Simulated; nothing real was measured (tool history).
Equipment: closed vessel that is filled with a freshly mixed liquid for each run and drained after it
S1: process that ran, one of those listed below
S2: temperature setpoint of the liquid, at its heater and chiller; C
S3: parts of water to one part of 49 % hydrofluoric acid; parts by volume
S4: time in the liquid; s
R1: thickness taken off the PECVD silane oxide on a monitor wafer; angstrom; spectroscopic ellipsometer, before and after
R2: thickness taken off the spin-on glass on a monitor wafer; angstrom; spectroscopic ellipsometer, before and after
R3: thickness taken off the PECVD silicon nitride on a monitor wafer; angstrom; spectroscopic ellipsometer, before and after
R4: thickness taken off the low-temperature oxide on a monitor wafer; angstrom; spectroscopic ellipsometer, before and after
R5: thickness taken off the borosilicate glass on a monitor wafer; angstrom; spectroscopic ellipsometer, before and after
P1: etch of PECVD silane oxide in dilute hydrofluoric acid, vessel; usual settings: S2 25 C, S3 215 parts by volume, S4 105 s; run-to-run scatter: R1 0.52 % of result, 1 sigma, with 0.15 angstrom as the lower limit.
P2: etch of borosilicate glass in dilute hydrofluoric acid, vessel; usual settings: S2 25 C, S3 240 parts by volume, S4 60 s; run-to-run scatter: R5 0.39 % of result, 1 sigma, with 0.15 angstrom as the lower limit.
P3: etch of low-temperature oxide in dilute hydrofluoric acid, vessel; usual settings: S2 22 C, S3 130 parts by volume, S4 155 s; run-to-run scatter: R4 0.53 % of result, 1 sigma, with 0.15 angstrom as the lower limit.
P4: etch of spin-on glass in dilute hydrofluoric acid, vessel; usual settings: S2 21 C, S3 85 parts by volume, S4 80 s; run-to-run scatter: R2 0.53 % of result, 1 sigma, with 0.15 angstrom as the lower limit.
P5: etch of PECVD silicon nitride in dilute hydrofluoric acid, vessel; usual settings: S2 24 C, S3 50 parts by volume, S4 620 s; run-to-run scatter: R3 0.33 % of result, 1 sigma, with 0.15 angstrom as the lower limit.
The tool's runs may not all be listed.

run 1 hour=3.1 | S1=P1 S2=25 S3=215 S4=105 | R1=155.6
run 2 hour=5.2 | S1=P1 S2=25 S3=215 S4=105 | R1=156.05
run 3 hour=9.5 | S1=P4 S2=21 S3=150 S4=80 | R2=177.04
run 4 hour=13 | S1=P1 S2=25 S3=215 S4=105 | R1=155.6
run 5 hour=16.3 | S1=P5 S2=24 S3=50 S4=30 | R3=14.517
run 6 hour=19.2 | S1=P1 S2=30 S3=215 S4=105 | R1=188.48
run 7 hour=23.9 | S1=P1 S2=25 S3=215 S4=165 | R1=245.4
run 8 hour=27.4 | S1=P3 S2=22 S3=130 S4=155 | R4=110.92
run 9 hour=30 | S1=P3 S2=17 S3=130 S4=155 | R4=91.32
run 10 hour=34.9 | S1=P2 S2=25 S3=240 S4=60 | R5=86.802
run 11 hour=37.8 | S1=P2 S2=25 S3=85 S4=60 | R5=293.3
run 12 hour=40.2 | S1=P2 S2=21.5 S3=240 S4=60 | R5=76.679
run 13 hour=44.3 | S1=P1 S2=21 S3=215 S4=105 | R1=134.64
run 14 hour=46.8 | S1=P5 S2=24 S3=20 S4=620 | R3=725
run 15 hour=49.6 | S1=P1 S2=25 S3=360 S4=105 | R1=81.596
run 16 hour=53.6 | S1=P1 S2=25 S3=125 S4=105 | R1=298.33
run 17 hour=56.7 | S1=P4 S2=17 S3=85 S4=80 | R2=286.2
run 18 hour=59.2 | S1=P3 S2=22 S3=235 S4=155 | R4=54.819
-- hour=59.5 thermometer replaced
run 19 hour=63.1 | S1=P5 S2=24 S3=50 S4=620 | R3=299.09
run 20 hour=67.1 | S1=P4 S2=21 S3=85 S4=30 | R2=127.35
run 21 hour=70.3 | S1=P3 S2=22 S3=130 S4=30 | R4=21.479
run 22 hour=75.2 | S1=P4 S2=21 S3=85 S4=80 | R2=338.31
run 23 hour=77.6 | S1=P1 S2=25 S3=215 S4=105 | R1=157.16
run 24 hour=81.5 | S1=P1 S2=25 S3=215 S4=30 | R1=44.554
run 25 hour=84.6 | S1=P1 S2=20.5 S3=315 S4=105 | R1=82.267
run 26 hour=88.5 | S1=P2 S2=25 S3=240 S4=105 | R5=152.53
run 27 hour=92.4 | S1=P5 S2=31 S3=50 S4=620 | R3=475.82
run 28 hour=96.5 | S1=P1 S2=25 S3=215 S4=105 | R1=154.35
run 29 hour=100.1 | S1=P1 S2=25 S3=215 S4=105 | R1=157.67
run 30 hour=104.9 | S1=P1 S2=25 S3=215 S4=105 | R1=155.67
run 31 hour=107.7 | S1=P1 S2=25 S3=215 S4=105 | R1=153.64
run 32 hour=110.8 | S1=P1 S2=25 S3=215 S4=105 | R1=149.35
run 33 hour=113.1 | S1=P1 S2=25 S3=215 S4=105 | R1=149.9
run 34 hour=116.8 | S1=P1 S2=25 S3=215 S4=105 | R1=147.72
run 35 hour=119.9 | S1=P1 S2=25 S3=215 S4=105 | R1=146.83
run 36 hour=122.7 | S1=P1 S2=25 S3=215 S4=105 | R1=147.11
run 37 hour=127.3 | S1=P1 S2=25 S3=215 S4=105 | R1=145.48
run 38 hour=129.7 | S1=P1 S2=25 S3=215 S4=105 | R1=145.9
run 39 hour=133.6 | S1=P1 S2=25 S3=215 S4=105 | R1=146.28
run 40 hour=138.6 | S1=P1 S2=25 S3=215 S4=105 | R1=143.72

Something has made what P1 gives creep away from where it was; the 2 causes below, each at its own stated size, fit the log equally well:
A: liquid colder than its thermometer reads (K) = 1.97
B: hydrofluoric acid flow below the setpoint (%) = 5.63
The creep began at about hour 104.9.

Listed below are the offered check runs, one wafer per run, with question marks in place of results. For which of them would the causes give clearly different outcomes?
run check 1 hour=143.6 | S1=P5 S2=24 S3=35 S4=145 | R3=?
run check 2 hour=143.6 | S1=P3 S2=22 S3=230 S4=155 | R4=?
run check 3 hour=143.6 | S1=P2 S2=25 S3=125 S4=95 | R5=?
run check 4 hour=143.6 | S1=P4 S2=21 S3=135 S4=80 | R2=?

Expected result of each check under each candidate cause:
check=check_1 result=R3 if_A=86.441 if_B=93.496
check=check_2 result=R4 if_A=52.758 if_B=52.885
check=check_3 result=R5 if_A=278.44 if_B=281.15
check=check_4 result=R2 if_A=186.33 if_B=188.67
Distance between the nearest two causes, measured in the result of the check that separates them most: check 1 7.85 %; check 2 0.24 %; check 3 0.97 %; check 4 1.25 %
Only check 1 tells the causes apart: in the others they would give nearly the same result.

The results of check 1 are: R3 86.601 angstrom. Based on these, which of the listed causes is it?

It was cause A: liquid colder than its thermometer reads (K).
